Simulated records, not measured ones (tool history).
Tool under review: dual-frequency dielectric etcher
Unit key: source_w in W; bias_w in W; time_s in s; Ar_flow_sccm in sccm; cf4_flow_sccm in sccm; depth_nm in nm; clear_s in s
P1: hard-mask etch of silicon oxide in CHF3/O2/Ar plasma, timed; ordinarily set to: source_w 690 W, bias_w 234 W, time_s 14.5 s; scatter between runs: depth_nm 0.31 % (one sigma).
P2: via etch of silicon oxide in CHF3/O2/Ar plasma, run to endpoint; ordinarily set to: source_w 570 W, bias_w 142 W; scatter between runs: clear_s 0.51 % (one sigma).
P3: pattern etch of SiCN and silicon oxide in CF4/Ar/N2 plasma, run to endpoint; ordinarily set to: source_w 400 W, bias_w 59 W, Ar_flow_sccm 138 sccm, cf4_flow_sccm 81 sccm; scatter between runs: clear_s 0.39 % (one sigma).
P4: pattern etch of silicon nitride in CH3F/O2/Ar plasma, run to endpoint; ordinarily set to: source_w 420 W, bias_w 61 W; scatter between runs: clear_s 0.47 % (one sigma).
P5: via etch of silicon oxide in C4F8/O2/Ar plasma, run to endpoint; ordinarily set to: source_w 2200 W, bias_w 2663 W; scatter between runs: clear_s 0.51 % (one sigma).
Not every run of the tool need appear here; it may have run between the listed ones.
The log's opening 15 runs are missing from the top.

run	hour	process	source_w	bias_w	time_s	Ar_flow_sccm	cf4_flow_sccm	depth_nm	clear_s
16	129.9	P3	400	59		138	81		19.697
17	140.3	P5	1630	2663					229.22
18	145	P3	400	59		138	64		20.341
19	153.5	P1	690	234	14.5			34.236	
20	163	P3	400	35		138	81		22.986
21	172.6	P4	420	72					45.018
22	177.3	P1	690	234	14.5			34.106	
23	186.6	P5	2200	3663					184.14
24	194.2	P1	860	164	14.5			33.118	
25	204.5	P1	690	234	14.5			34.013	

Predict the results of run 26:
26	210.2	P2	570	115					?

Run 26 yielded clear_s 462.2 s.

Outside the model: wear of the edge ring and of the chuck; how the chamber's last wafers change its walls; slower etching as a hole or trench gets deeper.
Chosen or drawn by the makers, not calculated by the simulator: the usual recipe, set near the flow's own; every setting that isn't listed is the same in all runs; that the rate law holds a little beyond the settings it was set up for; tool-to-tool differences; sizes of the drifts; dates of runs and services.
